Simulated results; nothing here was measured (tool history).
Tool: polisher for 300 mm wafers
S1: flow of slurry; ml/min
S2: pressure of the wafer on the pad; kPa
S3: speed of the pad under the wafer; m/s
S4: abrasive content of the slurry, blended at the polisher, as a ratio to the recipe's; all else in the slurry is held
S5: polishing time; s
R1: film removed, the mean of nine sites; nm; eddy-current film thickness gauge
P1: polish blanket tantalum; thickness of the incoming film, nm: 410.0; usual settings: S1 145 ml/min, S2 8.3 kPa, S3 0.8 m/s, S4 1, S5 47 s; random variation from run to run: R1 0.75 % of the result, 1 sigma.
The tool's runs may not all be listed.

run 1 hour=10.6 | S1=145 S2=8.3 S3=0.8 S4=1 S5=47 | R1=30.313
run 2 hour=16 | S1=145 S2=8.3 S3=1.24 S4=1 S5=34 | R1=34.047
-- hour=21.6 worn pad replaced by a new one
run 3 hour=26.7 | S1=145 S2=8.3 S3=0.8 S4=1 S5=65 | R1=42.451
run 4 hour=37.7 | S1=145 S2=8.3 S3=0.8 S4=1 S5=47 | R1=30.406
run 5 hour=46.9 | S1=145 S2=8.3 S3=0.8 S4=1 S5=47 | R1=30.213
run 6 hour=53.9 | S1=145 S2=8.3 S3=0.8 S4=0.7 S5=47 | R1=27.311
run 7 hour=61.5 | S1=145 S2=8.3 S3=0.8 S4=1 S5=47 | R1=30.759
run 8 hour=71.9 | S1=145 S2=8.3 S3=1.2 S4=1 S5=47 | R1=46.033
run 9 hour=80.9 | S1=110 S2=8.3 S3=0.8 S4=0.6 S5=47 | R1=24.359
run 10 hour=90.5 | S1=225 S2=8.3 S3=0.8 S4=1 S5=47 | R1=33.252
run 11 hour=102.3 | S1=145 S2=3.4 S3=0.8 S4=1 S5=47 | R1=12.811
run 12 hour=112.2 | S1=145 S2=8.3 S3=0.8 S4=1 S5=47 | R1=31.059
run 13 hour=118.9 | S1=145 S2=8.3 S3=0.8 S4=1 S5=47 | R1=30.53
run 14 hour=127.3 | S1=145 S2=8.3 S3=0.44 S4=1 S5=47 | R1=16.743
run 15 hour=134.1 | S1=145 S2=8.3 S3=0.8 S4=1.45 S5=47 | R1=33.859
run 16 hour=145.2 | S1=85 S2=8.3 S3=0.8 S4=1 S5=47 | R1=27.334
run 17 hour=155.2 | S1=145 S2=8.3 S3=0.8 S4=1 S5=21 | R1=13.569
run 18 hour=161.6 | S1=145 S2=10.3 S3=0.8 S4=1 S5=47 | R1=38.375
run 19 hour=172.1 | S1=145 S2=8.3 S3=0.8 S4=1 S5=47 | R1=30.595

Run 20 comes next. What will it give?
run 20 hour=178.4 | S1=145 S2=8.3 S3=0.8 S4=1 S5=47 | R1=?

Run 20 gave R1 29.826 nm.

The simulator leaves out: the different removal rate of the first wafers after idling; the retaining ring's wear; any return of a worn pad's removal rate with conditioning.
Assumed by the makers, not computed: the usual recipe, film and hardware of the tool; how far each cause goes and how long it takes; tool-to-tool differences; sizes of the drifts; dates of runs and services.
